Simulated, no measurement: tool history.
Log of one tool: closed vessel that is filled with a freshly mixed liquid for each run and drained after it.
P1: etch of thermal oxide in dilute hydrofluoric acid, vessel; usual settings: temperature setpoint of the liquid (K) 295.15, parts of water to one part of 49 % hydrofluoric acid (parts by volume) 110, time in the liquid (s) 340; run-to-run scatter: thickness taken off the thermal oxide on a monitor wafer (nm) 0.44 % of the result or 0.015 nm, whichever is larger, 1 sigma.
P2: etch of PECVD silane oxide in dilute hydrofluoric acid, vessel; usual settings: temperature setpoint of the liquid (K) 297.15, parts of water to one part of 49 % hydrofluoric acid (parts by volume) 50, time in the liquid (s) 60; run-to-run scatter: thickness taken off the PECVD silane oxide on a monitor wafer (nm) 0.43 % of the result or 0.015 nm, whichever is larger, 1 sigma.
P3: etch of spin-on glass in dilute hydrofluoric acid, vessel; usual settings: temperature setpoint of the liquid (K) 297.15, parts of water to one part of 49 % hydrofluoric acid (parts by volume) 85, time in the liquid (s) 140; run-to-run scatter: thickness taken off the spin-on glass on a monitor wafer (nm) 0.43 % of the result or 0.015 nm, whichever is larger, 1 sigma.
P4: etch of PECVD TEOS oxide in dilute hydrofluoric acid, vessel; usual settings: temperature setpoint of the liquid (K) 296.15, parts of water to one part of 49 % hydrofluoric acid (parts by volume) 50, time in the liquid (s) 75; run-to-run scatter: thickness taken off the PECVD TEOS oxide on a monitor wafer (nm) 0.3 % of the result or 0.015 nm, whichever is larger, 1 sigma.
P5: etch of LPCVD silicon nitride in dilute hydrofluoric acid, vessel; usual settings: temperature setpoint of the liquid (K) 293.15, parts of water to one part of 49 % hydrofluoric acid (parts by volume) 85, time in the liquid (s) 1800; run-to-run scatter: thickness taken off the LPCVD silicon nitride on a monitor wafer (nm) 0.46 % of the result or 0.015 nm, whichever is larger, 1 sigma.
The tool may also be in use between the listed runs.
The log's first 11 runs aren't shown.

run     day  process that ran  temperature setpoint of the liquid (K)  parts of water to one part of 49 % hydrofluoric acid (parts by volume)  time in the liquid (s)  hours since the thermometer was replaced  hours since the hydrofluoric acid flow meter was replaced  thickness taken off the thermal oxide on a monitor wafer (nm)  thickness taken off the PECVD TEOS oxide on a monitor wafer (nm)  thickness taken off the spin-on glass on a monitor wafer (nm)  thickness taken off the PECVD silane oxide on a monitor wafer (nm)  thickness taken off the LPCVD silicon nitride on a monitor wafer (nm)
 12   6.462                P3                                  297.15                                                                      85                      30                                     822.1                                                      755.9                                                                                                                                                                                          12.428
 13   7.038                P2                                  297.15                                                                      50                      90                                     835.9                                                      769.7                                                                                                                                                                                                                                                              57.618
 14   7.512                P4                                  296.15                                                                      50                      75                                     847.3                                                      781.1                                                                                                                           33.887
 15   8.008                P1                                  295.15                                                                     110                     340                                     859.2                                                        793                                                         13.358
 16   8.479                P2                                  297.15                                                                      75                      60                                     870.5                                                      804.3                                                                                                                                                                                                                                                              24.718
      8.567  -- hydrofluoric acid flow meter replaced
 17   8.988                P1                                  295.15                                                                     110                     650                                     882.7                                                       10.2                                                         25.702
 18   9.279                P5                                  293.15                                                                      85                     160                                     889.7                                                       17.2                                                                                                                                                                                                                                                                                                                                    0.78222
 19   9.562                P5                                  293.15                                                                      85                    1800                                     896.5                                                         24                                                                                                                                                                                                                                                                                                                                      8.836
 20  10.038                P1                                  295.15                                                                      55                     655                                     907.9                                                       35.4                                                          54.82
 21  10.696                P5                                  300.65                                                                      85                    1800                                     923.7                                                       51.2                                                                                                                                                                                                                                                                                                                                     14.468

Run 22 comes next. What will it give?
 22  11.3                P1                                  295.15                                                                     110                     340                                     938.2                                                       65.7                                                              ?

Run 22 gave thickness taken off the thermal oxide on a monitor wafer (nm) 13.465.
